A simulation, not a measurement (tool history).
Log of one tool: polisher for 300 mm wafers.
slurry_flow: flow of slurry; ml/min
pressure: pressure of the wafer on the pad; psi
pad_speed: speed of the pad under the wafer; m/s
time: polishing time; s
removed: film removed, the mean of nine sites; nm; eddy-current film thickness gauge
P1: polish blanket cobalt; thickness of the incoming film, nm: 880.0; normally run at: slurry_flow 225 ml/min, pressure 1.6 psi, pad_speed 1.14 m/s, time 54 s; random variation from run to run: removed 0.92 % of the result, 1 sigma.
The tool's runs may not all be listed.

run	hour	slurry_flow	pressure	pad_speed	time	wafers polished on this pad	hours since the slurry nozzle was cleaned	hours since the head pressure was calibrated	removed
1	6.9	225	1.6	1.14	54	348	432	333.4	229.71
2	14.9	135	1.6	1.14	54	441	440	341.4	214.92
3	25	225	1.1	1.56	54	557	450.1	351.5	219.26
4	36.5	300	1.6	1.14	54	690	461.6	363	242.26
5	48.2	225	1.6	1.78	54	826	473.3	374.7	361.73
6	57	225	1.6	0.84	54	927	482.1	383.5	170.12
7	70	225	1.6	1.14	86	1078	495.1	396.5	379.85
8	80.5	225	0.7	1.14	54	1199	505.6	407	101.91
9	92.4	225	2.3	1.14	54	1337	517.5	418.9	338.29
10	102.6	225	1.6	1.14	54	1455	527.7	429.1	234.18
11	114.6	225	1.6	1.14	28	1593	539.7	441.1	120.2
12	124	225	1.6	1.14	54	1702	549.1	450.5	234.19
13	134.1	225	1.6	1.14	54	1819	559.2	460.6	229.29
14	145.8	225	1.6	1.14	54	1954	570.9	472.3	228.29
15	158.9	145	1.6	0.66	54	2105	584	485.4	125.82
16	165	225	1.6	1.14	54	2176	590.1	491.5	234.63
17	174	225	1.6	1.14	54	2280	599.1	500.5	225.05
18	181.7	225	1.6	1.14	54	2369	606.8	508.2	223.52
19	188.1	225	1.6	1.14	54	2443	613.2	514.6	220.11
20	195.9	225	1.6	1.14	54	2533	621	522.4	222.56
# hour 203.7: head pressure recalibrated
21	204.2	225	1.6	1.14	54	2629	629.3	0.6	220.12
22	213.5	225	1.6	1.14	54	2737	638.6	9.9	222.34
23	224.2	225	1.6	1.14	54	2860	649.3	20.6	218.34
24	230.2	225	1.6	1.14	54	2930	655.3	26.6	221.14

What P1 gives has crept away from where it was. These 2 causes fit the log equally well, each at the size given:
A: slurry flow missing at the pad, % = 33.2
B: removal rate lost through wear of the pad, % = 5.66
The creep began at about hour 165.
Why every other cause is out:
head's pressure below its setpoint, %: serviced at hour 203.7, which brought nothing back

4 check runs are offered, each on 5 wafers whose results are averaged, their results left as question marks. Which one tells the causes apart?
check 1	236.2	135	2.2	1.14	54				?
check 2	236.2	225	1.6	1.72	54				?
check 3	236.2	225	1.6	1.14	83				?
check 4	236.2	225	1.1	1.14	78				?

What each check would give under each cause:
check	result	if A	if B
check 1	removed	270.53	280.12
check 2	removed	332.26	332.28
check 3	removed	338.48	338.51
check 4	removed	218.69	218.71
How far apart the two closest causes lie, in the result that separates them most: check 1 3.49 %; check 2 0.01 %; check 3 0.01 %; check 4 0.01 %
Only check 1 tells the causes apart: in the others they would give nearly the same result.

Then check 1 was run and gave: removed 280.07 nm. Which cause is it?

It is B: removal rate lost through wear of the pad, %.

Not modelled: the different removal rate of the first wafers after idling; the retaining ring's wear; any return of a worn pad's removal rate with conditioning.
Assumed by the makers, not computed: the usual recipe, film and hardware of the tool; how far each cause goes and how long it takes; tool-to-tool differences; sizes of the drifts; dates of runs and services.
